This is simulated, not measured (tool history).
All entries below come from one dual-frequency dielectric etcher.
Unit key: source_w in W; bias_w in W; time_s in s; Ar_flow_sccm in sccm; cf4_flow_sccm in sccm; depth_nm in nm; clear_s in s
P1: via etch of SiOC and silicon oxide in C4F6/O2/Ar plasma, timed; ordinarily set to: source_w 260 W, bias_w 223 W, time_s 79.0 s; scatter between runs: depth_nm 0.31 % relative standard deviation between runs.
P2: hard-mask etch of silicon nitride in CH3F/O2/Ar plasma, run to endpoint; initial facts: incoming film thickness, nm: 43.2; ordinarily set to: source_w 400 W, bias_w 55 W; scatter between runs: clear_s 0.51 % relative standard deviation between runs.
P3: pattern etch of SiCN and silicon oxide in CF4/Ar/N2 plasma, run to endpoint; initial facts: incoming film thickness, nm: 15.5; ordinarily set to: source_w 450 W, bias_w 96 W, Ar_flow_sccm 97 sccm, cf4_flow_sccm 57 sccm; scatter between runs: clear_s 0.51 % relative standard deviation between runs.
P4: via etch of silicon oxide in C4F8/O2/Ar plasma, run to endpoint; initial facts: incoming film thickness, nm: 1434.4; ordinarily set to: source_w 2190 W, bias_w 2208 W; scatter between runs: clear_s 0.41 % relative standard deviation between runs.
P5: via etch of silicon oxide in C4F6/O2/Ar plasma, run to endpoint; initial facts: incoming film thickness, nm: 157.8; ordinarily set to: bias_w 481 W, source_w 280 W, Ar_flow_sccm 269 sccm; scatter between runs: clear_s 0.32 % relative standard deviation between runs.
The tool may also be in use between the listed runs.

run,day,process,source_w,bias_w,time_s,Ar_flow_sccm,cf4_flow_sccm,hours since the last wet clean,hours since the last source power generator calibration,hours since the last bias power generator calibration,depth_nm,clear_s
1,0.254,P1,260,223,79.0,,,391.1,1497.3,3098.8,79.999,
2,0.433,P3,300,96,,97,57,395.4,1501.6,3103.1,,22.812
3,0.604,P3,450,96,,118,57,399.5,1505.7,3107.2,,16.579
4,0.729,P1,260,223,79.0,,,402.5,1508.7,3110.2,79.619,
5,0.962,P3,450,96,,97,80,408.1,1514.3,3115.8,,15.321
6,1.221,P1,260,223,53.5,,,414.3,1520.5,3122.0,53.722,
7,1.346,P1,260,223,79.0,,,417.3,1523.5,3125.0,79.380,
8,1.517,P1,260,223,79.0,,,421.4,1527.6,3129.1,79.793,
9,1.696,P1,260,223,79.0,,,425.7,1531.9,3133.4,79.468,
10,1.833,P1,200,223,59.5,,,429.0,1535.2,3136.7,54.326,
11,2.071,P3,450,96,,97,57,434.7,1540.9,3142.4,,15.967
12,2.317,P2,280,55,,,,440.6,1546.8,3148.3,,81.029
13,2.475,P2,400,55,,,,444.4,1550.6,3152.1,,70.217
14,2.746,P5,170,481,,269,,450.9,1557.1,3158.6,,46.991
15,2.929,P1,260,223,116.0,,,455.3,1561.5,3163.0,116.590,
16,3.200,P1,260,284,79.0,,,461.8,1568.0,3169.5,86.850,
17,3.450,P4,1300,2208,,,,467.8,1574.0,3175.5,,321.160
18,3.567,P2,400,68,,,,470.6,1576.8,3178.3,,65.760
19,3.762,P1,260,295,110.5,,,475.3,1581.5,3183.0,123.000,

Expected results for the next run?
20,3.975,P5,280,391,,269,,480.4,1586.6,3188.1,,?

{"run 20": {"clear_s": 42.633}}
